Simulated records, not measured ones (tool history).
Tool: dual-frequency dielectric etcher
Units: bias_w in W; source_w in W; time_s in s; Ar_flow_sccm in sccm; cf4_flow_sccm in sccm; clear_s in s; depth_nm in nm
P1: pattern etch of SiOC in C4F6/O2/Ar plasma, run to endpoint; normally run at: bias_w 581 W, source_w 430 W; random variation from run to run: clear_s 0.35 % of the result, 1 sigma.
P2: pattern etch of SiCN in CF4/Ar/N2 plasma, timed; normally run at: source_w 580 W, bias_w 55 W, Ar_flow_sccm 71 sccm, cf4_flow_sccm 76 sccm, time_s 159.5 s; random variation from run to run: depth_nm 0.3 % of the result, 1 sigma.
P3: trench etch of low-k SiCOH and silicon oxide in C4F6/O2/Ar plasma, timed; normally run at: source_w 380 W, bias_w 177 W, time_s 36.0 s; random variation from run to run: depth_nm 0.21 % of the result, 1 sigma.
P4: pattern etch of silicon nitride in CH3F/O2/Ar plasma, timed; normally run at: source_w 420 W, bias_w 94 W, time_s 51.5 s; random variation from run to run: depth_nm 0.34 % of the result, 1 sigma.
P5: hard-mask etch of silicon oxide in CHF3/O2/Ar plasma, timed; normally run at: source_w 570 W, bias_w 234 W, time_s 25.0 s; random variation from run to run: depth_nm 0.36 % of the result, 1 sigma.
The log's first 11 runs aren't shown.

run	day	process	bias_w	source_w	time_s	Ar_flow_sccm	cf4_flow_sccm	clear_s	depth_nm
12	7.083	P4	94	420	51.5				38.230
13	7.808	P1	581	430				14.877	
14	8.279	P1	793	430				13.211	
15	8.875	P2	55	400	159.5	71	76		119.520
16	9.462	P5	234	570	25.0				52.510
17	9.846	P2	75	580	159.5	71	76		182.570
18	10.229	P2	55	580	99.5	71	76		103.060
19	10.938	P4	94	420	28.5				21.218
20	11.717	P5	141	570	25.0				44.141
21	12.262	P4	70	420	51.5				34.607
22	12.662	P1	581	510				14.025	

Forecast run 23:
23	13.338	P4	94	280	51.5				?

depth_nm: 33.003 nm
